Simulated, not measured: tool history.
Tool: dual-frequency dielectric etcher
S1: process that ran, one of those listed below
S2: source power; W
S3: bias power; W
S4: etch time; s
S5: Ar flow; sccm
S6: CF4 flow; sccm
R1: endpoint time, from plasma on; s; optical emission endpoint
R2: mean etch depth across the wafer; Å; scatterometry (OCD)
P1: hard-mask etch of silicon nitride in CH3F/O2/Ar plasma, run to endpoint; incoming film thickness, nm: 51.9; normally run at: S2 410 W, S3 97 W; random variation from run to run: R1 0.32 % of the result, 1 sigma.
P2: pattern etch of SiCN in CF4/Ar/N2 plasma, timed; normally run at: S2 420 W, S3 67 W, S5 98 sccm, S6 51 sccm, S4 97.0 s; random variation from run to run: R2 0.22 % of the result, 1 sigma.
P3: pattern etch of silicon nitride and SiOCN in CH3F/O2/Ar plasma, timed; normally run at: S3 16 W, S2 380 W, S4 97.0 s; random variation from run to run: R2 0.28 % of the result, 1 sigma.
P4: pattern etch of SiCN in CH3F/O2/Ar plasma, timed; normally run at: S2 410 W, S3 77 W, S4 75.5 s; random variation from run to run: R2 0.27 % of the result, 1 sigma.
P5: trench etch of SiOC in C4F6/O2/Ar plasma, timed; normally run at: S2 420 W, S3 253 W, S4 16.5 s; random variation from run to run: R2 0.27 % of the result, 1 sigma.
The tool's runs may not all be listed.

{"run": 1, "hour": 7.7, "S1": "P1", "S2": 410, "S3": 97, "R1": 66.585}
{"run": 2, "hour": 21.8, "S1": "P5", "S2": 420, "S3": 253, "S4": 16.5, "R2": 378.22}
{"run": 3, "hour": 36.5, "S1": "P1", "S2": 410, "S3": 97, "R1": 66.308}
{"run": 4, "hour": 46.4, "S1": "P1", "S2": 410, "S3": 130, "R1": 59.692}
{"run": 5, "hour": 56.4, "S1": "P5", "S2": 500, "S3": 253, "S4": 16.5, "R2": 403.87}
{"run": 6, "hour": 66.9, "S1": "P4", "S2": 410, "S3": 77, "S4": 104.5, "R2": 404.79}
{"run": 7, "hour": 78.3, "S1": "P2", "S2": 260, "S3": 67, "S4": 97.0, "S5": 98, "S6": 51, "R2": 474.07}
{"run": 8, "hour": 92.7, "S1": "P3", "S2": 380, "S3": 16, "S4": 97.0, "R2": 109.16}
{"run": 9, "hour": 104.5, "S1": "P2", "S2": 420, "S3": 67, "S4": 140.0, "S5": 98, "S6": 51, "R2": 1038.9}
{"run": 10, "hour": 111.7, "S1": "P2", "S2": 420, "S3": 89, "S4": 97.0, "S5": 98, "S6": 51, "R2": 799.46}
{"run": 11, "hour": 122.7, "S1": "P3", "S2": 520, "S3": 16, "S4": 97.0, "R2": 122.48}
{"run": 12, "hour": 131.7, "S1": "P1", "S2": 410, "S3": 97, "R1": 65.865}
{"run": 13, "hour": 142.6, "S1": "P2", "S2": 420, "S3": 67, "S4": 97.0, "S5": 98, "S6": 32, "R2": 663.03}
{"run": 14, "hour": 158.2, "S1": "P1", "S2": 410, "S3": 97, "R1": 66.35}
{"run": 15, "hour": 165.5, "S1": "P5", "S2": 420, "S3": 253, "S4": 22.5, "R2": 515.41}
{"run": 16, "hour": 174.8, "S1": "P1", "S2": 410, "S3": 97, "R1": 66.305}
{"run": 17, "hour": 182.9, "S1": "P1", "S2": 550, "S3": 66, "R1": 67.798}
{"run": 18, "hour": 190.1, "S1": "P3", "S2": 380, "S3": 10, "S4": 97.0, "R2": 91.24}
{"run": 19, "hour": 199.8, "S1": "P3", "S2": 380, "S3": 16, "S4": 141.0, "R2": 158.88}
{"run": 20, "hour": 214.2, "S1": "P3", "S2": 380, "S3": 16, "S4": 97.0, "R2": 109.27}
{"run": 21, "hour": 222.8, "S1": "P1", "S2": 520, "S3": 97, "R1": 60.457}
{"hour": 227.9, "done": "source power generator calibrated"}
{"run": 22, "hour": 233.6, "S1": "P1", "S2": 290, "S3": 97, "R1": 75.364}
{"run": 23, "hour": 247.0, "S1": "P4", "S2": 520, "S3": 77, "S4": 75.5, "R2": 320.35}
{"run": 24, "hour": 262.0, "S1": "P5", "S2": 420, "S3": 171, "S4": 16.5, "R2": 332.83}
{"run": 25, "hour": 271.5, "S1": "P2", "S2": 420, "S3": 67, "S4": 97.0, "S5": 98, "S6": 51, "R2": 719.4}
{"run": 26, "hour": 280.1, "S1": "P4", "S2": 410, "S3": 77, "S4": 75.5, "R2": 292.07}
{"run": 27, "hour": 292.1, "S1": "P2", "S2": 420, "S3": 67, "S4": 97.0, "S5": 125, "S6": 51, "R2": 689.49}
{"run": 28, "hour": 299.4, "S1": "P4", "S2": 410, "S3": 58, "S4": 75.5, "R2": 264.59}
{"run": 29, "hour": 312.2, "S1": "P1", "S2": 410, "S3": 72, "R1": 73.909}
{"run": 30, "hour": 327.6, "S1": "P1", "S2": 410, "S3": 97, "R1": 66.412}
{"run": 31, "hour": 340.9, "S1": "P1", "S2": 410, "S3": 97, "R1": 66.839}
{"run": 32, "hour": 351.5, "S1": "P1", "S2": 410, "S3": 97, "R1": 67.205}
{"hour": 359.8, "done": "wet clean of the chamber"}
{"run": 33, "hour": 361.6, "S1": "P1", "S2": 410, "S3": 97, "R1": 67.293}
{"run": 34, "hour": 376.5, "S1": "P1", "S2": 410, "S3": 97, "R1": 67.809}
{"run": 35, "hour": 385.1, "S1": "P1", "S2": 410, "S3": 97, "R1": 67.556}

Forecast run 36:
{"run": 36, "hour": 398.1, "S1": "P1", "S2": 410, "S3": 97, "R1": "?"}

Run 36 gave R1 66.990 s.

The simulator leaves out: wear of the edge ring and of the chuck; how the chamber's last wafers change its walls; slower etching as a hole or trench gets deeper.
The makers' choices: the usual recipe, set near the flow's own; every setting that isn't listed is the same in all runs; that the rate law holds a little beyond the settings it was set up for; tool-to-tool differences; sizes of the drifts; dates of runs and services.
